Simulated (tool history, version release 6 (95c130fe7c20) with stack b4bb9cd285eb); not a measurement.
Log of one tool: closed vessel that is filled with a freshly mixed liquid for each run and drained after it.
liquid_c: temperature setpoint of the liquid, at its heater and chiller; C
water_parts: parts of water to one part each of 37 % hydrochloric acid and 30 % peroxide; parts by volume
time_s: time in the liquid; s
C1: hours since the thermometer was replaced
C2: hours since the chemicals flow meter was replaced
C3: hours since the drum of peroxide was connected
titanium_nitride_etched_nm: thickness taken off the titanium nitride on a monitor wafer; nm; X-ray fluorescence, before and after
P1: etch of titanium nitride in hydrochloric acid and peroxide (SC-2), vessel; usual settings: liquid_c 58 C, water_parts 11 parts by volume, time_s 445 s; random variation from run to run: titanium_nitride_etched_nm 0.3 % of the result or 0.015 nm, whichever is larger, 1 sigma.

run 1 hour=14.6 | liquid_c=58 water_parts=11 time_s=445 | C1=512.9 C2=385.1 C3=414.7 | titanium_nitride_etched_nm=19.571
run 2 hour=24.7 | liquid_c=58 water_parts=4 time_s=445 | C1=523 C2=395.2 C3=424.8 | titanium_nitride_etched_nm=42.177
run 3 hour=40.8 | liquid_c=58 water_parts=19.5 time_s=445 | C1=539.1 C2=411.3 C3=440.9 | titanium_nitride_etched_nm=11.895
-- hour=45.7 new drum of peroxide connected
run 4 hour=56.4 | liquid_c=58 water_parts=19 time_s=200 | C1=554.7 C2=426.9 C3=10.7 | titanium_nitride_etched_nm=5.4485
run 5 hour=64.5 | liquid_c=46 water_parts=11 time_s=780 | C1=562.8 C2=435 C3=18.8 | titanium_nitride_etched_nm=15.597
run 6 hour=73.3 | liquid_c=42.5 water_parts=16.5 time_s=445 | C1=571.6 C2=443.8 C3=27.6 | titanium_nitride_etched_nm=4.8947
run 7 hour=81 | liquid_c=58 water_parts=11 time_s=445 | C1=579.3 C2=451.5 C3=35.3 | titanium_nitride_etched_nm=19.617
run 8 hour=91.9 | liquid_c=58 water_parts=11 time_s=445 | C1=590.2 C2=462.4 C3=46.2 | titanium_nitride_etched_nm=19.705
run 9 hour=107.2 | liquid_c=58 water_parts=11 time_s=445 | C1=605.5 C2=477.7 C3=61.5 | titanium_nitride_etched_nm=19.694
run 10 hour=120.2 | liquid_c=58 water_parts=11 time_s=120 | C1=618.5 C2=490.7 C3=74.5 | titanium_nitride_etched_nm=5.3164
run 11 hour=136 | liquid_c=58 water_parts=11 time_s=445 | C1=634.3 C2=506.5 C3=90.3 | titanium_nitride_etched_nm=19.615
run 12 hour=150.6 | liquid_c=58 water_parts=11 time_s=445 | C1=648.9 C2=521.1 C3=104.9 | titanium_nitride_etched_nm=19.526
run 13 hour=162.3 | liquid_c=42 water_parts=11 time_s=445 | C1=660.6 C2=532.8 C3=116.6 | titanium_nitride_etched_nm=6.7549

Forecast run 14:
run 14 hour=177 | liquid_c=58 water_parts=11 time_s=885 | C1=675.3 C2=547.5 C3=131.3 | titanium_nitride_etched_nm=?

titanium_nitride_etched_nm: 38.886 nm
